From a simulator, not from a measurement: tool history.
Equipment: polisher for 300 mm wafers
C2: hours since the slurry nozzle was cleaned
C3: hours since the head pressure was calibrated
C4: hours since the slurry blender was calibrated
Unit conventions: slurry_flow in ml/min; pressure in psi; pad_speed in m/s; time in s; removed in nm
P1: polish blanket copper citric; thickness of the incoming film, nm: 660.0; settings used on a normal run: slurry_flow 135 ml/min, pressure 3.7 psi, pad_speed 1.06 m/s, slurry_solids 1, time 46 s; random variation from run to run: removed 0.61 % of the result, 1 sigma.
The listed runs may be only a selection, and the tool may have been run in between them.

Run 1, day 0.258: slurry_flow 135 ml/min, pressure 3.7 psi, pad_speed 1.06 m/s, slurry_solids 1, time 46 s; wafers polished on this pad 496; C2 217.7; C3 676.8; C4 230.3. Result: removed 139.43 nm.
Run 2, day 0.479: slurry_flow 135 ml/min, pressure 3.7 psi, pad_speed 1.06 m/s, slurry_solids 1, time 46 s; wafers polished on this pad 539; C2 223; C3 682.1; C4 235.6. Result: removed 138.7 nm.
Run 3, day 0.8: slurry_flow 135 ml/min, pressure 3.7 psi, pad_speed 1.06 m/s, slurry_solids 0.75, time 46 s; wafers polished on this pad 601; C2 230.7; C3 689.8; C4 243.3. Result: removed 131.11 nm.
Run 4, day 0.975: slurry_flow 135 ml/min, pressure 4.7 psi, pad_speed 1.06 m/s, slurry_solids 0.55, time 46 s; wafers polished on this pad 635; C2 234.9; C3 694; C4 247.5. Result: removed 153.79 nm.
At day 1.133: slurry nozzle cleaned.
Run 5, day 1.238: slurry_flow 135 ml/min, pressure 3.7 psi, pad_speed 1.06 m/s, slurry_solids 1, time 46 s; wafers polished on this pad 686; C2 2.6; C3 700.3; C4 253.8. Result: removed 139.54 nm.
Run 6, day 1.525: slurry_flow 135 ml/min, pressure 3.7 psi, pad_speed 1.06 m/s, slurry_solids 1, time 46 s; wafers polished on this pad 742; C2 9.5; C3 707.2; C4 260.7. Result: removed 137.9 nm.
Run 7, day 1.771: slurry_flow 100 ml/min, pressure 3.7 psi, pad_speed 1.06 m/s, slurry_solids 1, time 46 s; wafers polished on this pad 789; C2 15.4; C3 713.1; C4 266.6. Result: removed 130.68 nm.
Run 8, day 2: slurry_flow 135 ml/min, pressure 3.7 psi, pad_speed 1.06 m/s, slurry_solids 1, time 46 s; wafers polished on this pad 834; C2 20.9; C3 718.6; C4 272.1. Result: removed 138.9 nm.
Run 9, day 2.221: slurry_flow 135 ml/min, pressure 3.7 psi, pad_speed 1.7 m/s, slurry_solids 1, time 46 s; wafers polished on this pad 877; C2 26.2; C3 723.9; C4 277.4. Result: removed 220.72 nm.
Run 10, day 2.371: slurry_flow 135 ml/min, pressure 3.7 psi, pad_speed 1.06 m/s, slurry_solids 1.5, time 46 s; wafers polished on this pad 906; C2 29.8; C3 727.5; C4 281. Result: removed 151.78 nm.
Run 11, day 2.567: slurry_flow 135 ml/min, pressure 3.7 psi, pad_speed 0.56 m/s, slurry_solids 1, time 46 s; wafers polished on this pad 944; C2 34.5; C3 732.2; C4 285.7. Result: removed 74.793 nm.
Run 12, day 2.85: slurry_flow 135 ml/min, pressure 3.7 psi, pad_speed 1.06 m/s, slurry_solids 1, time 72 s; wafers polished on this pad 999; C2 41.3; C3 739; C4 292.5. Result: removed 218.8 nm.
Run 13, day 3.117: slurry_flow 135 ml/min, pressure 2.1 psi, pad_speed 1.06 m/s, slurry_solids 1, time 46 s; wafers polished on this pad 1051; C2 47.7; C3 745.4; C4 298.9. Result: removed 79.61 nm.
Run 14, day 3.417: slurry_flow 135 ml/min, pressure 5.8 psi, pad_speed 1.06 m/s, slurry_solids 1, time 46 s; wafers polished on this pad 1109; C2 54.9; C3 752.6; C4 306.1. Result: removed 217.89 nm.
Run 15, day 3.579: slurry_flow 190 ml/min, pressure 3.7 psi, pad_speed 1.06 m/s, slurry_solids 1, time 46 s; wafers polished on this pad 1140; C2 58.8; C3 756.5; C4 310. Result: removed 147.03 nm.
Run 16, day 3.788: slurry_flow 135 ml/min, pressure 3.7 psi, pad_speed 1.06 m/s, slurry_solids 1, time 21 s; wafers polished on this pad 1181; C2 63.8; C3 761.5; C4 315. Result: removed 63.813 nm.

Expected results for the next run?
Run 17, day 3.975: slurry_flow 135 ml/min, pressure 3.7 psi, pad_speed 1.06 m/s, slurry_solids 1, time 46 s; wafers polished on this pad 1217; C2 68.3; C3 766; C4 319.5. Result: removed ?.

removed: 139.33 nm
